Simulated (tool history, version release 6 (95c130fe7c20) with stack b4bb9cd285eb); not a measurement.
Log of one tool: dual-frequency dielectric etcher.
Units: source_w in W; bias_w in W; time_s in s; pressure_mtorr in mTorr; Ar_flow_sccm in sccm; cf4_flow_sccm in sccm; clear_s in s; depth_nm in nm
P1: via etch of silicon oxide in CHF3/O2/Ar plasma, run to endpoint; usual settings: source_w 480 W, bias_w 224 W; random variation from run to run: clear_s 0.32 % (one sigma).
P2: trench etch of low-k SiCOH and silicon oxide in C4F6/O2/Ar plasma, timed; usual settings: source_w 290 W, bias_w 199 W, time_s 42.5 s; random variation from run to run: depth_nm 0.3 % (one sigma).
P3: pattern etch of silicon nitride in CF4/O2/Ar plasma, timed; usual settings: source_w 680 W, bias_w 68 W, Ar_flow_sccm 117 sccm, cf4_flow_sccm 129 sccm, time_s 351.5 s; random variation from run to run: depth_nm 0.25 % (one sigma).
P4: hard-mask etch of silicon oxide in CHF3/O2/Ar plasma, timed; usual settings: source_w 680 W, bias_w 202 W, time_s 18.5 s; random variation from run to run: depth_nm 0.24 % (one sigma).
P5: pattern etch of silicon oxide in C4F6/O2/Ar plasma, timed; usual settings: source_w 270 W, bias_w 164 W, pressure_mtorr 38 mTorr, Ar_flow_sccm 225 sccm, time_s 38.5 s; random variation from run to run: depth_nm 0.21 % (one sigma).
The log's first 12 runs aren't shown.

| run | hour | process | source_w | bias_w | time_s | pressure_mtorr | Ar_flow_sccm | cf4_flow_sccm | clear_s | depth_nm |
|---|---|---|---|---|---|---|---|---|---|---|
| 13 | 71.1 | P4 | 680 | 247 | 18.5 |  |  |  |  | 42.717 |
| 14 | 78.3 | P1 | 330 | 188 |  |  |  |  | 453.42 |  |
| 15 | 85.1 | P3 | 680 | 40 | 351.5 |  | 117 | 129 |  | 804.25 |
| 16 | 91.8 | P1 | 480 | 224 |  |  |  |  | 368.51 |  |
| 17 | 95.6 | P3 | 680 | 68 | 351.5 |  | 117 | 129 |  | 972.56 |
| 18 | 102.6 | P5 | 270 | 164 | 38.5 | 38 | 176 |  |  | 106.46 |
|  | 105.4 | source power generator calibrated |
| 19 | 108.8 | P1 | 640 | 174 |  |  |  |  | 360.49 |  |
| 20 | 114.9 | P1 | 480 | 224 |  |  |  |  | 369.95 |  |
| 21 | 120.6 | P3 | 680 | 68 | 351.5 |  | 117 | 100 |  | 945.58 |
| 22 | 128.1 | P5 | 270 | 164 | 21 | 38 | 225 |  |  | 56.479 |
| 23 | 132.9 | P3 | 680 | 68 | 351.5 |  | 117 | 129 |  | 971.36 |
| 24 | 136.6 | P1 | 480 | 224 |  |  |  |  | 370.88 |  |
| 25 | 140.5 | P5 | 270 | 98 | 38.5 | 38 | 225 |  |  | 89.112 |
| 26 | 144.4 | P3 | 430 | 68 | 351.5 |  | 117 | 129 |  | 653.89 |
| 27 | 149.8 | P5 | 360 | 164 | 38.5 | 38 | 225 |  |  | 116.24 |
| 28 | 153.5 | P4 | 680 | 202 | 18.5 |  |  |  |  | 40.087 |
| 29 | 159.3 | P4 | 900 | 202 | 18.5 |  |  |  |  | 44.334 |

Run 30 comes next. What will it give?
| 30 | 165.5 | P2 | 290 | 199 | 42.5 |  |  |  |  | ? |

Run 30 gave depth_nm 123.87 nm.

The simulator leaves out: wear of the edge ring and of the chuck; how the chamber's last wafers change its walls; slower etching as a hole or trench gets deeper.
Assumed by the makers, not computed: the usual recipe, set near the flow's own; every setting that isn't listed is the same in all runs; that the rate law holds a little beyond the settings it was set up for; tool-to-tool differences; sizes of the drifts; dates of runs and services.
